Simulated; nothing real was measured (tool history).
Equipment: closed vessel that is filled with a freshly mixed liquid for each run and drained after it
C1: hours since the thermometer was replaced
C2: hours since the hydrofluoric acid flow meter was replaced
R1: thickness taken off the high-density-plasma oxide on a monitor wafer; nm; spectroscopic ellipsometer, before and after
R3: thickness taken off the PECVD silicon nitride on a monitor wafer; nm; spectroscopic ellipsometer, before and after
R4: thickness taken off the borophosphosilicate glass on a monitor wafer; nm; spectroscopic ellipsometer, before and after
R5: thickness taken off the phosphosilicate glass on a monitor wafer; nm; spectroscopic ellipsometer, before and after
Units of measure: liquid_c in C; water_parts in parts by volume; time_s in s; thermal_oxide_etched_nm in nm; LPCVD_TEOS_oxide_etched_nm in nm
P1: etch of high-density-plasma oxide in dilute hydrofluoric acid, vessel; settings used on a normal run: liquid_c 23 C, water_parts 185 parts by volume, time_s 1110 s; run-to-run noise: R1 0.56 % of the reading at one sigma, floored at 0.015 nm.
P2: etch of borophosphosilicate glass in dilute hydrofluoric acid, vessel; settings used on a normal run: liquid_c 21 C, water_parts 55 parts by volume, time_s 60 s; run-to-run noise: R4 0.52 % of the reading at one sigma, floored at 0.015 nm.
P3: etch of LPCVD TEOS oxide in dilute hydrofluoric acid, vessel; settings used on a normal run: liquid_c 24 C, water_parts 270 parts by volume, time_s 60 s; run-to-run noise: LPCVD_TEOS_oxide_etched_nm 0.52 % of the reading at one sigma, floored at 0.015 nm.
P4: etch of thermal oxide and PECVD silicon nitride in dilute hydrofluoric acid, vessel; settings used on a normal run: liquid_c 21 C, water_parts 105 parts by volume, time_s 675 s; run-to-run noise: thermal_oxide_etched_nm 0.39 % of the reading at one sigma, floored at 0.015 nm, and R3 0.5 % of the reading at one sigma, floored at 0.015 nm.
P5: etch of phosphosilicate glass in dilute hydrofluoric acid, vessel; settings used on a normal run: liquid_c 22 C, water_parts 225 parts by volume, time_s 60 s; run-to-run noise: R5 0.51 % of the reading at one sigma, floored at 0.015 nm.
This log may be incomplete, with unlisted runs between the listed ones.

{"run": 1, "hour": 10.1, "process": "P1", "liquid_c": 23, "water_parts": 185, "time_s": 1110, "C1": 631.4, "C2": 247.6, "R1": 29.6}
{"run": 2, "hour": 27.2, "process": "P4", "liquid_c": 21, "water_parts": 105, "time_s": 675, "C1": 648.5, "C2": 264.7, "thermal_oxide_etched_nm": 26.161, "R3": 29.528}
{"run": 3, "hour": 38.6, "process": "P4", "liquid_c": 21, "water_parts": 105, "time_s": 265, "C1": 659.9, "C2": 276.1, "thermal_oxide_etched_nm": 10.282, "R3": 11.595}
{"run": 4, "hour": 47.9, "process": "P2", "liquid_c": 21, "water_parts": 55, "time_s": 60, "C1": 669.2, "C2": 285.4, "R4": 31.405}
{"run": 5, "hour": 61.3, "process": "P4", "liquid_c": 21, "water_parts": 175, "time_s": 675, "C1": 682.6, "C2": 298.8, "thermal_oxide_etched_nm": 14.558, "R3": 17.979}
{"run": 6, "hour": 69.4, "process": "P1", "liquid_c": 23, "water_parts": 185, "time_s": 1110, "C1": 690.7, "C2": 306.9, "R1": 29.36}
{"run": 7, "hour": 85.2, "process": "P1", "liquid_c": 23, "water_parts": 185, "time_s": 625, "C1": 706.5, "C2": 322.7, "R1": 16.567}
{"run": 8, "hour": 100.3, "process": "P1", "liquid_c": 23, "water_parts": 185, "time_s": 1110, "C1": 721.6, "C2": 337.8, "R1": 29.111}
{"run": 9, "hour": 111.0, "process": "P5", "liquid_c": 22, "water_parts": 380, "time_s": 60, "C1": 732.3, "C2": 348.5, "R5": 17.595}
{"run": 10, "hour": 124.6, "process": "P2", "liquid_c": 21, "water_parts": 55, "time_s": 115, "C1": 745.9, "C2": 362.1, "R4": 60.154}
{"run": 11, "hour": 132.3, "process": "P5", "liquid_c": 22, "water_parts": 225, "time_s": 105, "C1": 753.6, "C2": 369.8, "R5": 60.941}
{"run": 12, "hour": 142.1, "process": "P4", "liquid_c": 17, "water_parts": 105, "time_s": 675, "C1": 763.4, "C2": 379.6, "thermal_oxide_etched_nm": 22.124, "R3": 22.272}
{"run": 13, "hour": 158.3, "process": "P1", "liquid_c": 23, "water_parts": 185, "time_s": 1835, "C1": 779.6, "C2": 395.8, "R1": 48.573}
{"run": 14, "hour": 168.1, "process": "P3", "liquid_c": 24, "water_parts": 270, "time_s": 60, "C1": 789.4, "C2": 405.6, "LPCVD_TEOS_oxide_etched_nm": 8.7891}
{"run": 15, "hour": 181.0, "process": "P4", "liquid_c": 21, "water_parts": 105, "time_s": 675, "C1": 802.3, "C2": 418.5, "thermal_oxide_etched_nm": 26.34, "R3": 29.413}
{"run": 16, "hour": 195.5, "process": "P5", "liquid_c": 22, "water_parts": 225, "time_s": 60, "C1": 816.8, "C2": 433, "R5": 34.885}
{"run": 17, "hour": 210.3, "process": "P2", "liquid_c": 21, "water_parts": 55, "time_s": 60, "C1": 831.6, "C2": 447.8, "R4": 31.459}
{"run": 18, "hour": 226.0, "process": "P1", "liquid_c": 23, "water_parts": 185, "time_s": 1110, "C1": 847.3, "C2": 463.5, "R1": 29.364}
{"run": 19, "hour": 236.6, "process": "P1", "liquid_c": 23, "water_parts": 185, "time_s": 1110, "C1": 857.9, "C2": 474.1, "R1": 29.436}
{"run": 20, "hour": 250.3, "process": "P5", "liquid_c": 17, "water_parts": 225, "time_s": 60, "C1": 871.6, "C2": 487.8, "R5": 28.645}
{"run": 21, "hour": 261.5, "process": "P1", "liquid_c": 23, "water_parts": 185, "time_s": 1110, "C1": 882.8, "C2": 499, "R1": 29.682}
{"run": 22, "hour": 275.9, "process": "P2", "liquid_c": 17, "water_parts": 55, "time_s": 60, "C1": 897.2, "C2": 513.4, "R4": 26.506}
{"run": 23, "hour": 291.1, "process": "P3", "liquid_c": 24, "water_parts": 270, "time_s": 60, "C1": 912.4, "C2": 528.6, "LPCVD_TEOS_oxide_etched_nm": 8.7645}
{"run": 24, "hour": 303.0, "process": "P1", "liquid_c": 23, "water_parts": 100, "time_s": 555, "C1": 924.3, "C2": 540.5, "R1": 29.572}
{"run": 25, "hour": 312.8, "process": "P3", "liquid_c": 24, "water_parts": 85, "time_s": 60, "C1": 934.1, "C2": 550.3, "LPCVD_TEOS_oxide_etched_nm": 34.054}
{"hour": 324.2, "done": "hydrofluoric acid flow meter replaced"}
{"run": 26, "hour": 325.5, "process": "P2", "liquid_c": 21, "water_parts": 105, "time_s": 60, "C1": 946.8, "C2": 1.3, "R4": 15.542}
{"run": 27, "hour": 341.9, "process": "P3", "liquid_c": 24, "water_parts": 270, "time_s": 115, "C1": 963.2, "C2": 17.7, "LPCVD_TEOS_oxide_etched_nm": 16.853}
{"run": 28, "hour": 351.5, "process": "P3", "liquid_c": 17, "water_parts": 270, "time_s": 60, "C1": 972.8, "C2": 27.3, "LPCVD_TEOS_oxide_etched_nm": 6.7846}
{"run": 29, "hour": 361.2, "process": "P1", "liquid_c": 23, "water_parts": 50, "time_s": 1110, "C1": 982.5, "C2": 37, "R1": 126.69}
{"run": 30, "hour": 369.7, "process": "P1", "liquid_c": 23, "water_parts": 325, "time_s": 1110, "C1": 991, "C2": 45.5, "R1": 14.651}
{"run": 31, "hour": 379.7, "process": "P1", "liquid_c": 27.5, "water_parts": 185, "time_s": 1110, "C1": 1001, "C2": 55.5, "R1": 34.555}
{"run": 32, "hour": 389.0, "process": "P1", "liquid_c": 19, "water_parts": 185, "time_s": 1110, "C1": 1010.3, "C2": 64.8, "R1": 25.222}
{"run": 33, "hour": 396.7, "process": "P1", "liquid_c": 23, "water_parts": 185, "time_s": 1110, "C1": 1018, "C2": 72.5, "R1": 29.448}
{"run": 34, "hour": 407.1, "process": "P1", "liquid_c": 23, "water_parts": 185, "time_s": 1110, "C1": 1028.4, "C2": 82.9, "R1": 28.694}
{"run": 35, "hour": 416.0, "process": "P1", "liquid_c": 23, "water_parts": 185, "time_s": 1110, "C1": 1037.3, "C2": 91.8, "R1": 28.499}
{"run": 36, "hour": 431.6, "process": "P1", "liquid_c": 23, "water_parts": 185, "time_s": 1110, "C1": 1052.9, "C2": 107.4, "R1": 27.719}
{"run": 37, "hour": 445.6, "process": "P1", "liquid_c": 23, "water_parts": 185, "time_s": 1110, "C1": 1066.9, "C2": 121.4, "R1": 27.994}
{"run": 38, "hour": 460.4, "process": "P1", "liquid_c": 23, "water_parts": 185, "time_s": 1110, "C1": 1081.7, "C2": 136.2, "R1": 27.517}
{"run": 39, "hour": 469.7, "process": "P1", "liquid_c": 23, "water_parts": 185, "time_s": 1110, "C1": 1091, "C2": 145.5, "R1": 27.33}
{"run": 40, "hour": 480.8, "process": "P1", "liquid_c": 23, "water_parts": 185, "time_s": 1110, "C1": 1102.1, "C2": 156.6, "R1": 27.122}
{"run": 41, "hour": 492.4, "process": "P1", "liquid_c": 23, "water_parts": 185, "time_s": 1110, "C1": 1113.7, "C2": 168.2, "R1": 27.015}
{"run": 42, "hour": 507.5, "process": "P1", "liquid_c": 23, "water_parts": 185, "time_s": 1110, "C1": 1128.8, "C2": 183.3, "R1": 27.417}
{"run": 43, "hour": 518.9, "process": "P1", "liquid_c": 23, "water_parts": 185, "time_s": 1110, "C1": 1140.2, "C2": 194.7, "R1": 27.309}

The log shows P1 creeping away from where it was. Any of the 2 causes listed here, at the size stated for it, fits the log just as well as the others:
A: liquid colder than its thermometer reads (K) = 2
B: hydrofluoric acid flow below the setpoint (%) = 6.14
The process output started creeping at around hour 396.7.

Each of the 4 check runs below uses one wafer; its results are left as question marks. Which run tells the causes apart?
{"run": "check 1", "hour": 530.3, "process": "P4", "liquid_c": 17, "water_parts": 105, "time_s": 675, "thermal_oxide_etched_nm": "?", "R3": "?"}
{"run": "check 2", "hour": 530.3, "process": "P3", "liquid_c": 24, "water_parts": 135, "time_s": 60, "LPCVD_TEOS_oxide_etched_nm": "?"}
{"run": "check 3", "hour": 530.3, "process": "P2", "liquid_c": 21, "water_parts": 95, "time_s": 115, "R4": "?"}
{"run": "check 4", "hour": 530.3, "process": "P5", "liquid_c": 17, "water_parts": 360, "time_s": 60, "R5": "?"}

Check results expected under each cause:
check=check_1 result=thermal_oxide_etched_nm if_A=20.429 if_B=20.726
check=check_1 result=R3 if_A=19.453 if_B=21.054
check=check_2 result=LPCVD_TEOS_oxide_etched_nm if_A=18.725 if_B=18.809
check=check_3 result=R4 if_A=30.65 if_B=31.019
check=check_4 result=R5 if_A=14.826 if_B=14.716
Gap, in per cent, between the two causes that each check separates least, read from the result that separates them most: check 1 7.91 %; check 2 0.44 %; check 3 1.2 %; check 4 0.75 %
Check 1 is the one run that separates the causes; every other check would come out nearly the same whichever cause is at work.

Check 1 was then run and gave: thermal_oxide_etched_nm 20.436 nm; R3 19.485 nm. Which cause is it?

The cause is A: liquid colder than its thermometer reads (K).

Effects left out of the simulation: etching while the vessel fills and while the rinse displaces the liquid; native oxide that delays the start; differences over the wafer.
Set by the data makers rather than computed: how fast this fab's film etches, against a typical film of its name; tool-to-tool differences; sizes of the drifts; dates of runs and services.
